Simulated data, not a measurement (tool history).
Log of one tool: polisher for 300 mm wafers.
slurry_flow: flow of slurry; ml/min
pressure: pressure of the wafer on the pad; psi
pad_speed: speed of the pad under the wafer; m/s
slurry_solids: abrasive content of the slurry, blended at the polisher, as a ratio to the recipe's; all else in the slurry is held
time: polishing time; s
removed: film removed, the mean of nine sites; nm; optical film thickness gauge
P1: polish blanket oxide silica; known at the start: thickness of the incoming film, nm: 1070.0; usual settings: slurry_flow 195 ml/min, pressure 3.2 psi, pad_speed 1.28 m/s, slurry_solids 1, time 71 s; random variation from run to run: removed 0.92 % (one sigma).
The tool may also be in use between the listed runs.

run,day,slurry_flow,pressure,pad_speed,slurry_solids,time,wafers polished on this pad,hours since the slurry nozzle was cleaned,hours since the head pressure was calibrated,hours since the slurry blender was calibrated,hours since the conditioning disc was replaced,removed
1,0.562,195,3.2,1.28,1,71,614,325.5,159.7,353.7,142.3,197.51
2,1.188,195,3.2,1.28,1,71,726,340.5,174.7,368.7,157.3,196.9
3,1.688,195,3.2,1.28,1,35,815,352.5,186.7,380.7,169.3,97.49
4,2.067,195,3.2,1.28,0.5,71,883,361.6,195.8,389.8,178.4,135.25
5,2.792,195,3.2,1.28,1,95,1013,379,213.2,407.2,195.8,264.63
6,3.446,115,3.2,1.28,1,71,1131,394.7,228.9,422.9,211.5,178.55
7,3.825,195,3.2,0.58,1,71,1199,403.8,238,432,220.6,102.71
8,4.488,195,4.9,1.28,1,71,1317,419.7,253.9,447.9,236.5,300.51
9,5.092,195,3.2,1.28,1,71,1426,434.2,268.4,462.4,251,196.84
10,5.875,195,1.5,1.28,1,71,1566,453,287.2,481.2,269.8,92.505
11,6.604,195,3.2,2.02,1,71,1697,470.5,304.7,498.7,287.3,282.82
12,7.058,195,3.2,1.28,1,71,1778,481.4,315.6,509.6,298.2,197.17
13,7.825,290,3.2,1.28,1,71,1915,499.8,334,528,316.6,207.54
14,8.312,195,3.2,1.28,1.3,71,2003,511.5,345.7,539.7,328.3,220.02
15,8.9,195,3.9,1.28,0.8,71,2108,525.6,359.8,553.8,342.4,217.44
16,9.438,260,3.2,1.28,0.65,71,2204,538.5,372.7,566.7,355.3,164.34
17,10.046,195,3.2,1.28,1,71,2313,553.1,387.3,581.3,369.9,195.72
18,10.567,195,3.2,1.28,1,71,2407,565.6,399.8,593.8,382.4,187.23
19,11.096,195,3.2,1.28,1,71,2502,578.3,412.5,606.5,395.1,184.02
20,11.454,195,3.2,1.28,1,71,2566,586.9,421.1,615.1,403.7,176.69
# day 11.475: conditioning disc replaced and pad reconditioned
21,11.854,195,3.2,1.28,1,71,2637,596.5,430.7,624.7,9.1,175.76
# day 12.008: slurry nozzle cleaned
22,12.458,195,3.2,1.28,1,71,2746,10.8,445.2,639.2,23.6,177.58
# day 12.846: worn pad replaced by a new one
23,13.012,195,3.2,1.28,1,71,30,24.1,458.5,652.5,36.9,172.97
24,13.471,195,3.2,1.28,1,71,112,35.1,469.5,663.5,47.9,176.62
25,13.988,195,3.2,1.28,1,71,205,47.5,481.9,675.9,60.3,174.86

What P1 gives has crept away from where it was. These 2 causes fit the log equally well, each at the size given:
A: abrasive missing from the slurry, % = 21.1
B: head's pressure below its setpoint, % = 10.8
The creep began at about day 10.046.
Why every other cause is out:
removal rate lost through wear of the pad, %: serviced at day 12.846, which brought nothing back
slurry flow missing at the pad, %: serviced at day 12.008, which brought nothing back
time polished since the conditioner stopped cutting, s: serviced at day 11.475, which brought nothing back

4 check runs are offered, each on 5 wafers whose results are averaged, their results left as question marks. Which one tells the causes apart?
check 1,14.504,245,3.2,0.78,1,71,,,,,,?
check 2,14.504,195,3.2,1.28,0.55,92,,,,,,?
check 3,14.504,195,4.8,1.28,1,35,,,,,,?
check 4,14.504,195,1.5,1.88,1,71,,,,,,?

What each check would give under each cause:
check,result,if A,if B
check 1,removed,121.34,121.4
check 2,removed,160.06,165.77
check 3,removed,129.72,129.78
check 4,removed,111.84,111.89
How far apart the two closest causes lie, in the result that separates them most: check 1 0.04 %; check 2 3.51 %; check 3 0.04 %; check 4 0.04 %
Only check 2 tells the causes apart: in the others they would give nearly the same result.

Check 2 was then run and gave: removed 164.97 nm. Which cause is it?

It is B: head's pressure below its setpoint, %.

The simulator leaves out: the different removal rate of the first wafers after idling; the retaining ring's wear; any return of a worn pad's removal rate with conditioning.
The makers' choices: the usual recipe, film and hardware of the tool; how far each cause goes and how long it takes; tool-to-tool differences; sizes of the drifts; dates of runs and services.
